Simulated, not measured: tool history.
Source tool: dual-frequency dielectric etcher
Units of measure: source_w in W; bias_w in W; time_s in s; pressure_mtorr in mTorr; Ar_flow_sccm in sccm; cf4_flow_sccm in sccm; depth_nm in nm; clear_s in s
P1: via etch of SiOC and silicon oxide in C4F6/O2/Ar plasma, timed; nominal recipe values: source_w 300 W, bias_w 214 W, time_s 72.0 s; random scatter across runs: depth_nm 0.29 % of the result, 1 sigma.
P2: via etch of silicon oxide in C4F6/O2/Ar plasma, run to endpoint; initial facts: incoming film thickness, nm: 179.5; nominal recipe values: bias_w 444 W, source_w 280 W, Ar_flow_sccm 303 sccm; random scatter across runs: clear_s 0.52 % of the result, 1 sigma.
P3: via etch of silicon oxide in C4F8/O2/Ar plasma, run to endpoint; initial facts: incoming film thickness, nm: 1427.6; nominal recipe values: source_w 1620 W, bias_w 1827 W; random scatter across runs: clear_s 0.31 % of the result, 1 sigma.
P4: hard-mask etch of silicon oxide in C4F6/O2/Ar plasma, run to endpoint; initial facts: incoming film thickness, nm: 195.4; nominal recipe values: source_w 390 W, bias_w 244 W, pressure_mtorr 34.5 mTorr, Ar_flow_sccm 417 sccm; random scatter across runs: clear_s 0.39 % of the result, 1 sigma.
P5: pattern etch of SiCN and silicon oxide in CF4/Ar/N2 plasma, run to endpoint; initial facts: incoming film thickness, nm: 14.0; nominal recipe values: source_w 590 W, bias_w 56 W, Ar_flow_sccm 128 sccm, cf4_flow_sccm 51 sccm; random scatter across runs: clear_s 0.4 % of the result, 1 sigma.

run	hour	process	source_w	bias_w	time_s	pressure_mtorr	Ar_flow_sccm	cf4_flow_sccm	hours since the last wet clean	hours since the last source power generator calibration	hours since the last bias power generator calibration	depth_nm	clear_s
1	7.4	P1	300	214	72.0				201.9	1218.0	646.8	73.187	
2	17.5	P4	390	244		34.5	417		212.0	1228.1	656.9		58.964
3	24.8	P1	300	214	72.0				219.3	1235.4	664.2	72.891	
4	36.3	P4	390	244		34.5	261		230.8	1246.9	675.7		56.325
5	45.6	P5	590	56			128	51	240.1	1256.2	685.0		15.451
6	57.3	P5	590	56			128	37	251.8	1267.9	696.7		16.512
7	70.7	P1	350	271	72.0				265.2	1281.3	710.1	84.392	
8	81.9	P1	300	214	98.5				276.4	1292.5	721.3	100.260	
9	90.6	P2	170	444			303		285.1	1301.2	730.0		55.977
10	101.0	P1	300	214	72.0				295.5	1311.6	740.4	73.099	
11	112.7	P1	300	269	72.0				307.2	1323.3	752.1	79.485	
12	121.2	P1	410	214	72.0				315.7	1331.8	760.6	82.709	
13	134.9	P4	390	343		34.5	417		329.4	1345.5	774.3		52.246
14	143.5	P5	590	35			128	51	338.0	1354.1	782.9		18.083
15	151.9	P4	390	244		27.5	417		346.4	1362.5	791.3		57.655
16	161.2	P3	1620	1827					355.7	1371.8	800.6		309.000
17	168.7	P5	730	56			128	51	363.2	1379.3	808.1		12.877
18	176.8	P2	280	444			303		371.3	1387.4	816.2		46.658
19	188.6	P4	540	244		34.5	417		383.1	1399.2	828.0		52.382
20	201.0	P3	950	1827					395.5	1411.6	840.4		382.140
21	209.9	P5	590	56			92	51	404.4	1420.5	849.3		14.562
22	218.7	P2	280	444			404		413.2	1429.3	858.1		48.118
23	227.4	P1	210	214	72.0				421.9	1438.0	866.8	63.861	
24	240.9	P1	300	159	39.5				435.4	1451.5	880.3	36.169	
25	248.1	P1	300	169	72.0				442.6	1458.7	887.5	67.577	
26	260.9	P3	1620	1078					455.4	1471.5	900.3		354.960
27	273.2	P2	280	598			303		467.7	1483.8	912.6		41.371
28	282.5	P1	300	214	47.0				477.0	1493.1	921.9	47.962	
29	295.7	P1	300	292	51.5				490.2	1506.3	935.1	58.493	
30	304.6	P1	300	214	72.0				499.1	1515.2	944.0	72.917	
31	311.7	P1	300	214	72.0				506.2	1522.3	951.1	73.015	
32	324.6	P1	300	214	72.0				519.1	1535.2	964.0	72.535	
33	331.2	P1	300	214	72.0				525.7	1541.8	970.6	72.403	
34	343.2	P1	300	214	72.0				537.7	1553.8	982.6	72.237	
35	350.6	P1	300	214	72.0				545.1	1561.2	990.0	72.336	
36	361.8	P1	300	214	72.0				556.3	1572.4	1001.2	71.917	
# hour 362.3: wet clean of the chamber
37	373.9	P1	300	214	72.0				11.7	1584.5	1013.3	72.037	
38	385.6	P1	300	214	72.0				23.4	1596.2	1025.0	72.288	

The output of P1 has drifted from where it used to be. Each of the 2 causes below, taken at the size shown beside it, accounts for the log equally well:
A: source power that arrives under what is set, % = 3.74
B: bias power that arrives under what is set, % = 4.21
The onset of the drift is placed at about hour 311.7.
Ruled out, with reasons:
chamber walls in a state that lowers the etch rate, %: its service at hour 362.3 followed the start of the drift and did not put the process back to its old value

You are offered 4 check runs, listed below with question marks in place of their results; each one averages 2 wafers. Which run separates the listed causes by giving clearly different results for each?
check 1	397.3	P4	540	298		34.5	417						?
check 2	397.3	P5	590	38			128	51					?
check 3	397.3	P2	170	444			303						?
check 4	397.3	P3	1040	1178									?

Outcome of each check run for each possible cause:
check	result	if A	if B
check 1	clear_s	49.582	49.590
check 2	clear_s	18.183	17.812
check 3	clear_s	56.752	56.894
check 4	clear_s	421.870	420.160
Gap, in per cent, between the two causes that each check separates least, read from the result that separates them most: check 1 0.01 %; check 2 2.06 %; check 3 0.25 %; check 4 0.41 %
The causes can be told apart only by check 2. The other checks would give nearly the same results under each of them.

Here is what check 2 returned: clear_s 18.177 s. Which cause is it?

The cause is A: source power that arrives under what is set, %.
